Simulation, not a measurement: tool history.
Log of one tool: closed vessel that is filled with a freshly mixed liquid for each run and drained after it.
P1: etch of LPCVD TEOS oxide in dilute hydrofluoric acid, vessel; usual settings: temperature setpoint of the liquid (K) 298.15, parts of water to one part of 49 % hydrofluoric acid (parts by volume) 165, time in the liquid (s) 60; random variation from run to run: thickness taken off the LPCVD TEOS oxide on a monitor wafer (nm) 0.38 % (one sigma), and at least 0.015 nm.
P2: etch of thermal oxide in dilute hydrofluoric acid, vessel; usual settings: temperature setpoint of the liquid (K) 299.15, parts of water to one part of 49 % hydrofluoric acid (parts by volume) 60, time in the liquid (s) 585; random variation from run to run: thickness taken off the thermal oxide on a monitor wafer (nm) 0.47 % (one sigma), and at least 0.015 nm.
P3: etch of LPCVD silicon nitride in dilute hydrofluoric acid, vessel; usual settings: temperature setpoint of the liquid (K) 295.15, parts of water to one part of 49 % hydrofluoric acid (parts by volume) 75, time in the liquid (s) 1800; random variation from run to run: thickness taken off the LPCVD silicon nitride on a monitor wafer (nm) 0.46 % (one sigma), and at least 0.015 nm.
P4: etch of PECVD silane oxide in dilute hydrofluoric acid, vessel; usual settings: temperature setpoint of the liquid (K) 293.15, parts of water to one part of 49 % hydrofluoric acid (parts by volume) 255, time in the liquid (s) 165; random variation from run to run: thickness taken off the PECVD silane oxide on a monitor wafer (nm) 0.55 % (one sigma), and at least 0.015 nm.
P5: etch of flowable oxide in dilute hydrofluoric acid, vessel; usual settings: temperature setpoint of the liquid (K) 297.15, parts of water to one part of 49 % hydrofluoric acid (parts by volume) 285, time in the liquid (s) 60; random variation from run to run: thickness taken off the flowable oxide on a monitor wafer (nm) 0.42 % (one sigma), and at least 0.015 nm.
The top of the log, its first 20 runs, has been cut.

run   hour  process that ran  temperature setpoint of the liquid (K)  parts of water to one part of 49 % hydrofluoric acid (parts by volume)  time in the liquid (s)  hours since the thermometer was replaced  hours since the hydrofluoric acid flow meter was replaced  thickness taken off the LPCVD TEOS oxide on a monitor wafer (nm)  thickness taken off the PECVD silane oxide on a monitor wafer (nm)  thickness taken off the flowable oxide on a monitor wafer (nm)  thickness taken off the thermal oxide on a monitor wafer (nm)  thickness taken off the LPCVD silicon nitride on a monitor wafer (nm)
 21  140.5                P1                                  298.15                                                                     165                      60                                      31.1                                                     1114.2                                                           17.6930
 22  149.0                P1                                  298.15                                                                     165                      60                                      39.6                                                     1122.7                                                           17.8070
 23  157.8                P3                                  295.15                                                                      75                    1800                                      48.4                                                     1131.5                                                                                                                                                                                                                                                                                                                                      9.1766
 24  162.9                P5                                  290.15                                                                     285                      60                                      53.5                                                     1136.6                                                                                                                                                                                                5.8799
 25  170.2                P3                                  295.15                                                                      75                    3510                                      60.8                                                     1143.9                                                                                                                                                                                                                                                                                                                                     17.6840
 26  175.6                P1                                  298.15                                                                     110                     115                                      66.2                                                     1149.3                                                           54.3810
 27  184.1                P3                                  299.65                                                                      75                    1800                                      74.7                                                     1157.8                                                                                                                                                                                                                                                                                                                                     12.4160
 28  189.3                P4                                  293.15                                                                     255                     165                                      79.9                                                     1163.0                                                                                                                                6.9362
 29  197.8                P1                                  298.15                                                                     165                      60                                      88.4                                                     1171.5                                                           17.6710
 30  203.2                P1                                  298.15                                                                     165                      60                                      93.8                                                     1176.9                                                           17.7020
 31  211.9                P1                                  298.15                                                                     165                      60                                     102.5                                                     1185.6                                                           18.2490
 32  217.4                P1                                  298.15                                                                     165                      60                                     108.0                                                     1191.1                                                           18.4970
 33  226.6                P1                                  298.15                                                                     165                      60                                     117.2                                                     1200.3                                                           18.5920
 34  231.2                P1                                  298.15                                                                     165                      60                                     121.8                                                     1204.9                                                           18.6270

Predict the results of run 35:
 35  240.1                P1                                  298.15                                                                     165                      60                                     130.7                                                     1213.8                                                                 ?

{"run 35": {"thickness taken off the LPCVD TEOS oxide on a monitor wafer (nm)": 18.679}}
